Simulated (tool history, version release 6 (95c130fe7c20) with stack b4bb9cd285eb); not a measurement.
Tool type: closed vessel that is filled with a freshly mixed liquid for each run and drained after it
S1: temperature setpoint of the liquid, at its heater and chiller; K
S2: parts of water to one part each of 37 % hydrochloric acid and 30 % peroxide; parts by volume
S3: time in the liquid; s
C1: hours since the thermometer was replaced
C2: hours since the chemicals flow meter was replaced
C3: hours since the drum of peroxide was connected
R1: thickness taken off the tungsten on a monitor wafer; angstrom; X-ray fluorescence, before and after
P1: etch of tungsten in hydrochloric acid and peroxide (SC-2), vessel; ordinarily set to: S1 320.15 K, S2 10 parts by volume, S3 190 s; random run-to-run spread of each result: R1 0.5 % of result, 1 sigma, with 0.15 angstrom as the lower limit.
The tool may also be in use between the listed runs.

run   hour      S1    S2   S3      C1     C2     C3      R1
  1     11  320.15    10  190  1201.8  322.9  774.8   240.4
  2   19.9  320.15    10  365  1210.7  331.8  783.7  459.15
  3   26.8  320.15     4  190  1217.6  338.7  790.6  475.39
  4   32.9  320.15  15.5  190  1223.7  344.8  796.7  162.71
      33.4  -- chemicals flow meter replaced
  5   43.8  320.15    10  190  1234.6   10.4  807.6  237.37
  6   54.5  320.15    10  190  1245.3   21.1  818.3  237.06
  7   59.5  320.15    10  190  1250.3   26.1  823.3  237.02
  8   70.4  320.15    10   75  1261.2     37  834.2  93.836
  9   77.8  312.65  16.5  190  1268.6   44.4  841.6  91.621
 10   87.6  309.15    10  190  1278.4   54.2  851.4  110.72
 11   98.2  310.65    10   80    1289   64.8    862  51.363
 12  107.2  330.65    10  190    1298   73.8    871  473.98
 13  117.4  320.15    10  190  1308.2     84  881.2  238.78
 14  126.1  320.15    10  190  1316.9   92.7  889.9  247.16
 15  131.3  320.15    10  190  1322.1   97.9  895.1  251.09
 16  136.3  320.15    10  190  1327.1  102.9  900.1  255.12

Run 17 has not been measured yet. What should we expect?
 17  146.1  320.15  10  190  1336.9  112.7  909.9   ?

R1: 254.82 angstrom
